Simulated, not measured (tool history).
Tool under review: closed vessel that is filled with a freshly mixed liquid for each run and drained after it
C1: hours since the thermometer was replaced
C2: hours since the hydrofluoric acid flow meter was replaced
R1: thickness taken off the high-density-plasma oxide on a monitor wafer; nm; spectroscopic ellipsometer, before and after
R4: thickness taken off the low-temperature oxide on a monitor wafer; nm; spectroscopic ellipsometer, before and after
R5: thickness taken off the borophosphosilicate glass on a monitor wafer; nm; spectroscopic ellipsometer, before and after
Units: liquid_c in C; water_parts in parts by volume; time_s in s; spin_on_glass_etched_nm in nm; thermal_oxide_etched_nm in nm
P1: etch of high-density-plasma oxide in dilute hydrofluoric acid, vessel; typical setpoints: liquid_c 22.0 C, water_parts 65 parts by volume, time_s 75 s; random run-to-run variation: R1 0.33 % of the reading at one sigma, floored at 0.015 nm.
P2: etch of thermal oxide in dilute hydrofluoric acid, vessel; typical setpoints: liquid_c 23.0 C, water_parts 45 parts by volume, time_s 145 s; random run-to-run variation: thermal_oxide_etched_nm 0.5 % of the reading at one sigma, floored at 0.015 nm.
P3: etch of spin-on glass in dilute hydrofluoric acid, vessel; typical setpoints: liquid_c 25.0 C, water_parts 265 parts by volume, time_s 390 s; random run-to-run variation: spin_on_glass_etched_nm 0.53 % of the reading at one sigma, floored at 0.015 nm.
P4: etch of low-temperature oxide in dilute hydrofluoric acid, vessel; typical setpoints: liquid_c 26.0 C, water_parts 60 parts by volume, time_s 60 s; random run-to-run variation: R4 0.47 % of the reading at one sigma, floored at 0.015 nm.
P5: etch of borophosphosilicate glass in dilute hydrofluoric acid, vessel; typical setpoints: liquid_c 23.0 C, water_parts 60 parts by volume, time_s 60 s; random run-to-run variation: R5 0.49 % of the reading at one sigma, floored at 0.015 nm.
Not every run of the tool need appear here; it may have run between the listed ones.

Run 1, hour 6.3: process P1, liquid_c 22.0 C, water_parts 65 parts by volume, time_s 75 s; C1 145.4; C2 622.3. Result: R1 8.7242 nm.
Run 2, hour 14.3: process P3, liquid_c 25.0 C, water_parts 470 parts by volume, time_s 390 s; C1 153.4; C2 630.3. Result: spin_on_glass_etched_nm 20.931 nm.
Run 3, hour 22.2: process P3, liquid_c 25.0 C, water_parts 265 parts by volume, time_s 390 s; C1 161.3; C2 638.2. Result: spin_on_glass_etched_nm 45.508 nm.
Run 4, hour 28.8: process P2, liquid_c 23.0 C, water_parts 45 parts by volume, time_s 145 s; C1 167.9; C2 644.8. Result: thermal_oxide_etched_nm 15.6980 nm.
Run 5, hour 39.4: process P1, liquid_c 28.5 C, water_parts 65 parts by volume, time_s 75 s; C1 178.5; C2 655.4. Result: R1 11.3420 nm.
Run 6, hour 45.7: process P3, liquid_c 25.0 C, water_parts 265 parts by volume, time_s 725 s; C1 184.8; C2 661.7. Result: spin_on_glass_etched_nm 83.954 nm.
Run 7, hour 54.2: process P4, liquid_c 26.0 C, water_parts 60 parts by volume, time_s 30 s; C1 193.3; C2 670.2. Result: R4 20.157 nm.
Run 8, hour 60.8: process P2, liquid_c 23.0 C, water_parts 45 parts by volume, time_s 265 s; C1 199.9; C2 676.8. Result: thermal_oxide_etched_nm 28.5950 nm.
Run 9, hour 71.4: process P1, liquid_c 27.5 C, water_parts 65 parts by volume, time_s 40 s; C1 210.5; C2 687.4. Result: R1 5.7652 nm.
Run 10, hour 78.0: process P1, liquid_c 22.0 C, water_parts 65 parts by volume, time_s 75 s; C1 217.1; C2 694.0. Result: R1 8.6506 nm.
Run 11, hour 88.1: process P3, liquid_c 32.5 C, water_parts 265 parts by volume, time_s 390 s; C1 227.2; C2 704.1. Result: spin_on_glass_etched_nm 58.128 nm.
Run 12, hour 94.9: process P4, liquid_c 26.0 C, water_parts 60 parts by volume, time_s 60 s; C1 234.0; C2 710.9. Result: R4 40.195 nm.
Run 13, hour 100.6: process P1, liquid_c 18.0 C, water_parts 65 parts by volume, time_s 75 s; C1 239.7; C2 716.6. Result: R1 7.3564 nm.
Run 14, hour 108.6: process P2, liquid_c 23.0 C, water_parts 80 parts by volume, time_s 145 s; C1 247.7; C2 724.6. Result: thermal_oxide_etched_nm 8.2803 nm.
Run 15, hour 118.9: process P1, liquid_c 22.0 C, water_parts 65 parts by volume, time_s 75 s; C1 258.0; C2 734.9. Result: R1 8.6710 nm.
Run 16, hour 127.5: process P1, liquid_c 22.0 C, water_parts 105 parts by volume, time_s 75 s; C1 266.6; C2 743.5. Result: R1 5.1647 nm.
Run 17, hour 135.9: process P4, liquid_c 26.0 C, water_parts 95 parts by volume, time_s 60 s; C1 275.0; C2 751.9. Result: R4 24.111 nm.
Run 18, hour 144.8: process P1, liquid_c 30.0 C, water_parts 85 parts by volume, time_s 75 s; C1 283.9; C2 760.8. Result: R1 8.8875 nm.
Run 19, hour 150.7: process P1, liquid_c 22.0 C, water_parts 65 parts by volume, time_s 30 s; C1 289.8; C2 766.7. Result: R1 3.4868 nm.
Run 20, hour 158.7: process P2, liquid_c 23.0 C, water_parts 45 parts by volume, time_s 145 s; C1 297.8; C2 774.7. Result: thermal_oxide_etched_nm 15.5080 nm.
Run 21, hour 168.9: process P5, liquid_c 23.0 C, water_parts 60 parts by volume, time_s 60 s; C1 308.0; C2 784.9. Result: R5 38.640 nm.
At hour 176.5: thermometer replaced.
Run 22, hour 176.5: process P1, liquid_c 22.0 C, water_parts 110 parts by volume, time_s 125 s; C1 0.1; C2 792.5. Result: R1 8.1536 nm.
Run 23, hour 184.1: process P5, liquid_c 23.0 C, water_parts 95 parts by volume, time_s 60 s; C1 7.7; C2 800.1. Result: R5 23.678 nm.
Run 24, hour 191.9: process P1, liquid_c 22.0 C, water_parts 65 parts by volume, time_s 120 s; C1 15.5; C2 807.9. Result: R1 13.9320 nm.
Run 25, hour 203.3: process P1, liquid_c 22.0 C, water_parts 65 parts by volume, time_s 75 s; C1 26.9; C2 819.3. Result: R1 8.6695 nm.
Run 26, hour 209.6: process P5, liquid_c 23.0 C, water_parts 60 parts by volume, time_s 30 s; C1 33.2; C2 825.6. Result: R5 19.509 nm.
Run 27, hour 218.2: process P5, liquid_c 31.0 C, water_parts 60 parts by volume, time_s 60 s; C1 41.8; C2 834.2. Result: R5 53.346 nm.
Run 28, hour 225.7: process P4, liquid_c 20.5 C, water_parts 60 parts by volume, time_s 60 s; C1 49.3; C2 841.7. Result: R4 31.677 nm.
Run 29, hour 230.7: process P1, liquid_c 22.0 C, water_parts 35 parts by volume, time_s 75 s; C1 54.3; C2 846.7. Result: R1 16.7590 nm.
Run 30, hour 236.0: process P2, liquid_c 17.0 C, water_parts 45 parts by volume, time_s 145 s; C1 59.6; C2 852.0. Result: thermal_oxide_etched_nm 11.9940 nm.
Run 31, hour 246.8: process P1, liquid_c 22.0 C, water_parts 65 parts by volume, time_s 75 s; C1 70.4; C2 862.8. Result: R1 8.6291 nm.
Run 32, hour 255.6: process P1, liquid_c 22.0 C, water_parts 65 parts by volume, time_s 75 s; C1 79.2; C2 871.6. Result: R1 8.6886 nm.
Run 33, hour 267.0: process P1, liquid_c 22.0 C, water_parts 65 parts by volume, time_s 75 s; C1 90.6; C2 883.0. Result: R1 8.3252 nm.
Run 34, hour 274.9: process P1, liquid_c 22.0 C, water_parts 65 parts by volume, time_s 75 s; C1 98.5; C2 890.9. Result: R1 8.2708 nm.
Run 35, hour 285.4: process P1, liquid_c 22.0 C, water_parts 65 parts by volume, time_s 75 s; C1 109.0; C2 901.4. Result: R1 8.1517 nm.
Run 36, hour 294.4: process P1, liquid_c 22.0 C, water_parts 65 parts by volume, time_s 75 s; C1 118.0; C2 910.4. Result: R1 8.0848 nm.
Run 37, hour 304.6: process P1, liquid_c 22.0 C, water_parts 65 parts by volume, time_s 75 s; C1 128.2; C2 920.6. Result: R1 8.0304 nm.
Run 38, hour 310.6: process P1, liquid_c 22.0 C, water_parts 65 parts by volume, time_s 75 s; C1 134.2; C2 926.6. Result: R1 8.0256 nm.
Run 39, hour 321.5: process P1, liquid_c 22.0 C, water_parts 65 parts by volume, time_s 75 s; C1 145.1; C2 937.5. Result: R1 8.0370 nm.

The log shows P1 creeping away from where it was. Any of the 2 causes listed here, at the size stated for it, fits the log just as well as the others:
A: liquid colder than its thermometer reads (K) = 1.93
B: hydrofluoric acid flow below the setpoint (%) = 7.14
The process output started creeping at around hour 255.6.

The 4 check runs listed below each average the results of 2 wafers, and their outcomes are marked with question marks. Under which run would the listed causes produce clearly different results?
Run check 1, hour 332.4: process P2, liquid_c 23.0 C, water_parts 70 parts by volume, time_s 260 s. Result: thermal_oxide_etched_nm ?.
Run check 2, hour 332.4: process P3, liquid_c 25.0 C, water_parts 380 parts by volume, time_s 390 s. Result: spin_on_glass_etched_nm ?.
Run check 3, hour 332.4: process P4, liquid_c 26.0 C, water_parts 80 parts by volume, time_s 30 s. Result: R4 ?.
Run check 4, hour 332.4: process P5, liquid_c 29.5 C, water_parts 60 parts by volume, time_s 30 s. Result: R5 ?.

What every check run would give for each of its results, assuming each possible cause in turn:
  check                   result     if A     if B
check 1  thermal_oxide_etched_nm  16.0990  16.0780
check 2  spin_on_glass_etched_nm   26.428   25.473
check 3                       R4   13.493   13.422
check 4                       R5   23.301   23.186
Per-check spread between the two closest causes, in the result where they differ most: check 1 0.13 %; check 2 3.68 %; check 3 0.53 %; check 4 0.5 %
The other checks would show nearly matching results whichever cause is true, so check 2 is the only one that separates the causes.

Check 2 was then run and gave: spin_on_glass_etched_nm 26.418 nm. Which cause is it?

The correct cause is A, namely: liquid colder than its thermometer reads (K).

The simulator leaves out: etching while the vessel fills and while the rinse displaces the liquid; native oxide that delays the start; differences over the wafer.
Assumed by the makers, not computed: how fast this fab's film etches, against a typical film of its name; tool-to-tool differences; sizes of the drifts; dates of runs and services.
